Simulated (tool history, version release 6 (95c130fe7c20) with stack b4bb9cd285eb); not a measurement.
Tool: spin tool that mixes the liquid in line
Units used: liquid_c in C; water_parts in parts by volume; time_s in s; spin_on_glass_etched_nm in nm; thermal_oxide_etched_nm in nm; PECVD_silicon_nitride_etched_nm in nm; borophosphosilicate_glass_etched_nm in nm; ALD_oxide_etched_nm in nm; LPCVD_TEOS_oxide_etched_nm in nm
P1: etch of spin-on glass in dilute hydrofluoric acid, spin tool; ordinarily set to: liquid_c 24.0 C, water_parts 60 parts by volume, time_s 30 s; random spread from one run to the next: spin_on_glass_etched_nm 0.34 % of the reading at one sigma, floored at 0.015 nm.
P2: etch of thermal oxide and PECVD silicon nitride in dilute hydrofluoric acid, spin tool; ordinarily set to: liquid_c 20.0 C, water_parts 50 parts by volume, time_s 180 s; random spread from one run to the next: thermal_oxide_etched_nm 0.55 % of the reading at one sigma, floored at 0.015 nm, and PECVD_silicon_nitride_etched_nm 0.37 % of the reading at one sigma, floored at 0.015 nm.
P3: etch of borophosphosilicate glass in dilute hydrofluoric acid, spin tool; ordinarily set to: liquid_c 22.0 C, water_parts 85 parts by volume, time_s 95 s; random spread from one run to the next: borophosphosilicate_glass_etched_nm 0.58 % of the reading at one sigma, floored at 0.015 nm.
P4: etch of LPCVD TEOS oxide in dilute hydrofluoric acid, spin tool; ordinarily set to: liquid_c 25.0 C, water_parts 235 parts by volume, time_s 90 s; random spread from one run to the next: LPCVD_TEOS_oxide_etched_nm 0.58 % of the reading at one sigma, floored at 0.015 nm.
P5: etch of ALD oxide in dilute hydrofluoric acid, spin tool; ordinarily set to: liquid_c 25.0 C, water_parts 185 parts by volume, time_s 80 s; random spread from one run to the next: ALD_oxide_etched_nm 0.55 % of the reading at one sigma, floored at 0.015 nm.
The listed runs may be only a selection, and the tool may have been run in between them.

run,day,process,liquid_c,water_parts,time_s,spin_on_glass_etched_nm,thermal_oxide_etched_nm,PECVD_silicon_nitride_etched_nm,borophosphosilicate_glass_etched_nm,ALD_oxide_etched_nm,LPCVD_TEOS_oxide_etched_nm
1,0.338,P1,24.0,60,30,32.941,,,,,
2,0.729,P1,24.0,60,15,16.502,,,,,
3,1.033,P2,20.0,50,180,,15.0600,10.6540,,,
4,1.354,P3,22.0,85,95,,,,31.858,,
5,1.838,P5,25.0,50,80,,,,,24.1630,
6,2.200,P1,24.0,60,30,32.765,,,,,
7,2.542,P4,25.0,235,15,,,,,,1.7749
8,2.883,P4,25.0,235,90,,,,,,10.5760
9,3.308,P3,22.0,85,50,,,,16.662,,
10,3.667,P4,32.0,235,90,,,,,,13.6190
11,3.921,P2,20.0,25,180,,31.0320,20.8210,,,
12,4.358,P2,20.0,50,100,,8.2813,5.9589,,,
13,4.896,P4,25.0,45,90,,,,,,70.8440
14,5.138,P1,24.0,20,30,104.240,,,,,
15,5.575,P1,24.0,60,30,33.040,,,,,
16,5.829,P3,17.0,85,95,,,,25.715,,
17,6.212,P3,22.0,130,95,,,,19.742,,
18,6.625,P2,20.0,50,180,,14.8380,10.5970,,,
19,6.875,P1,24.0,85,30,22.685,,,,,
20,7.438,P1,19.5,60,30,27.487,,,,,
21,7.917,P2,17.0,50,180,,13.2710,8.5744,,,
22,8.279,P1,24.0,60,30,32.866,,,,,
23,8.675,P1,24.0,60,55,60.395,,,,,
24,9.154,P3,22.0,85,95,,,,31.720,,
25,9.396,P1,29.5,60,30,41.171,,,,,
26,9.892,P1,17.5,80,30,18.447,,,,,
27,10.246,P5,25.0,185,80,,,,,5.4723,
28,10.758,P5,17.5,185,80,,,,,4.1664,
29,11.208,P1,24.0,60,30,33.082,,,,,
30,11.667,P5,25.0,185,30,,,,,2.0429,
31,12.038,P1,24.0,60,30,33.087,,,,,
32,12.471,P1,24.0,60,30,31.925,,,,,
33,12.954,P1,24.0,60,30,31.576,,,,,
34,13.467,P1,24.0,60,30,31.320,,,,,
35,13.908,P1,24.0,60,30,30.940,,,,,
36,14.304,P1,24.0,60,30,31.265,,,,,
37,14.571,P1,24.0,60,30,30.993,,,,,

What P1 gives has crept off from where it sat before. The 2 causes that follow fit the log equally well, each at the size noted:
A: liquid colder than its thermometer reads (K) = 1.45
B: hydrofluoric acid flow below the setpoint (%) = 5.34
The onset of the drift is placed at about day 12.038.

Of the 4 check runs listed below, each run on one wafer and each result written as a question mark, which would let you distinguish the listed causes because they would give clearly different results?
check 1,14.838,P4,30.0,115,90,,,,,,?
check 2,14.838,P2,17.0,50,180,,?,?,,,
check 3,14.838,P5,20.5,185,40,,,,,?,
check 4,14.838,P3,17.0,85,55,,,,?,,

Predicted outcomes, by check and by cause:
check,result,if A,if B
check 1,LPCVD_TEOS_oxide_etched_nm,28.6090,28.3310
check 2,thermal_oxide_etched_nm,12.2880,12.3550
check 2,PECVD_silicon_nitride_etched_nm,7.7433,8.1441
check 3,ALD_oxide_etched_nm,2.1823,2.1633
check 4,borophosphosilicate_glass_etched_nm,14.038,14.067
Minimum pairwise separation of causes per check, each pair taken at its best-separating result: check 1 0.98 %; check 2 5.05 %; check 3 0.87 %; check 4 0.21 %
Check 2 distinguishes between the causes, while the remaining checks would return nearly the same result for all of them.

The results of check 2 are: thermal_oxide_etched_nm 12.3200 nm; PECVD_silicon_nitride_etched_nm 8.1474 nm. Based on these, which of the listed causes is it?

The correct cause is B, namely: hydrofluoric acid flow below the setpoint (%).

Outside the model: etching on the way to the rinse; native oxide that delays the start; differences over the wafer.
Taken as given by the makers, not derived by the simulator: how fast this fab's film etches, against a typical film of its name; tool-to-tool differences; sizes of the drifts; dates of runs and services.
